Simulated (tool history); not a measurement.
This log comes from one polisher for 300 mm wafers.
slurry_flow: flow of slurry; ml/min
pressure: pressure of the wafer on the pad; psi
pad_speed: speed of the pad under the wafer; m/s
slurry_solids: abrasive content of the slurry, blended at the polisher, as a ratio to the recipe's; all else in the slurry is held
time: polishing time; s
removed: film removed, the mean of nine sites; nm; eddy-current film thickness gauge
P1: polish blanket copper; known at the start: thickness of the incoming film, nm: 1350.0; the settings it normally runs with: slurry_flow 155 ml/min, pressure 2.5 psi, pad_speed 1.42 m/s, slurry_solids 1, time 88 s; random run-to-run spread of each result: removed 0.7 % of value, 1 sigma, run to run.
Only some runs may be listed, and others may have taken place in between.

| run | hour | slurry_flow | pressure | pad_speed | slurry_solids | time | wafers polished on this pad | hours since the slurry nozzle was cleaned | hours since the head pressure was calibrated | hours since the slurry blender was calibrated | removed |
|---|---|---|---|---|---|---|---|---|---|---|---|
| 1 | 12.9 | 155 | 2.5 | 1.42 | 1 | 88 | 845 | 272.6 | 518 | 213.6 | 287.46 |
| 2 | 24.9 | 155 | 2.5 | 0.64 | 1 | 88 | 934 | 284.6 | 530 | 225.6 | 131.08 |
| 3 | 36.3 | 155 | 1.5 | 1.42 | 1 | 88 | 1019 | 296 | 541.4 | 237 | 173.15 |
| 4 | 43.9 | 155 | 2.5 | 1.42 | 1 | 88 | 1076 | 303.6 | 549 | 244.6 | 288.15 |
|  | 45.5 | worn pad replaced by a new one |
|  | 49.6 | slurry nozzle cleaned |
| 5 | 52 | 155 | 2.5 | 1.42 | 1.45 | 88 | 48 | 2.5 | 557.1 | 252.7 | 311.36 |
| 6 | 61 | 155 | 2.5 | 2.26 | 1 | 88 | 115 | 11.5 | 566.1 | 261.7 | 465.06 |
| 7 | 71.8 | 155 | 2.5 | 1.42 | 1 | 88 | 196 | 22.3 | 576.9 | 272.5 | 283.53 |
| 8 | 86.7 | 155 | 2.5 | 1.42 | 1 | 41 | 307 | 37.2 | 591.8 | 287.4 | 135.58 |
| 9 | 103.3 | 105 | 2.5 | 1.42 | 1 | 88 | 430 | 53.8 | 608.4 | 304 | 269.51 |
| 10 | 114.4 | 215 | 2.5 | 1.42 | 1 | 55 | 513 | 64.9 | 619.5 | 315.1 | 185.74 |
| 11 | 125.2 | 155 | 2.5 | 1.42 | 1 | 88 | 593 | 75.7 | 630.3 | 325.9 | 285.06 |
| 12 | 135.1 | 155 | 3.8 | 1.42 | 1 | 88 | 667 | 85.6 | 640.2 | 335.8 | 435.5 |
| 13 | 146.8 | 155 | 2.5 | 1.42 | 0.55 | 88 | 754 | 97.3 | 651.9 | 347.5 | 256.41 |
| 14 | 158.7 | 225 | 2.5 | 1.42 | 1 | 88 | 843 | 109.2 | 663.8 | 359.4 | 301.94 |
| 15 | 171.7 | 155 | 2.5 | 1.42 | 1 | 88 | 940 | 122.2 | 676.8 | 372.4 | 285.69 |
| 16 | 188.7 | 155 | 2.5 | 1.42 | 1 | 130 | 1066 | 139.2 | 693.8 | 389.4 | 424.78 |
| 17 | 200 | 155 | 2.5 | 1.42 | 1 | 88 | 1151 | 150.5 | 705.1 | 400.7 | 285.71 |
| 18 | 216.6 | 155 | 2.5 | 1.42 | 1 | 88 | 1274 | 167.1 | 721.7 | 417.3 | 282.67 |
| 19 | 226.2 | 155 | 2.5 | 1.42 | 1 | 88 | 1346 | 176.7 | 731.3 | 426.9 | 278.32 |
|  | 238.6 | worn pad replaced by a new one |
| 20 | 240 | 155 | 2.5 | 1.42 | 1 | 88 | 10 | 190.5 | 745.1 | 440.7 | 271.4 |
| 21 | 254.7 | 155 | 2.5 | 1.42 | 1 | 88 | 120 | 205.2 | 759.8 | 455.4 | 271.79 |
| 22 | 267.7 | 155 | 2.5 | 1.42 | 1 | 88 | 217 | 218.2 | 772.8 | 468.4 | 271.93 |
|  | 274.6 | slurry blender recalibrated |
| 23 | 280.1 | 155 | 2.5 | 1.42 | 1 | 88 | 309 | 230.6 | 785.2 | 5.5 | 270.44 |
| 24 | 288.4 | 155 | 2.5 | 1.42 | 1 | 88 | 371 | 238.9 | 793.5 | 13.8 | 269.02 |

Forecast run 25:
| 25 | 301.4 | 155 | 2.5 | 1.42 | 1 | 88 | 468 | 251.9 | 806.5 | 26.8 | ? |

{"run 25": {"removed": 267.38}}

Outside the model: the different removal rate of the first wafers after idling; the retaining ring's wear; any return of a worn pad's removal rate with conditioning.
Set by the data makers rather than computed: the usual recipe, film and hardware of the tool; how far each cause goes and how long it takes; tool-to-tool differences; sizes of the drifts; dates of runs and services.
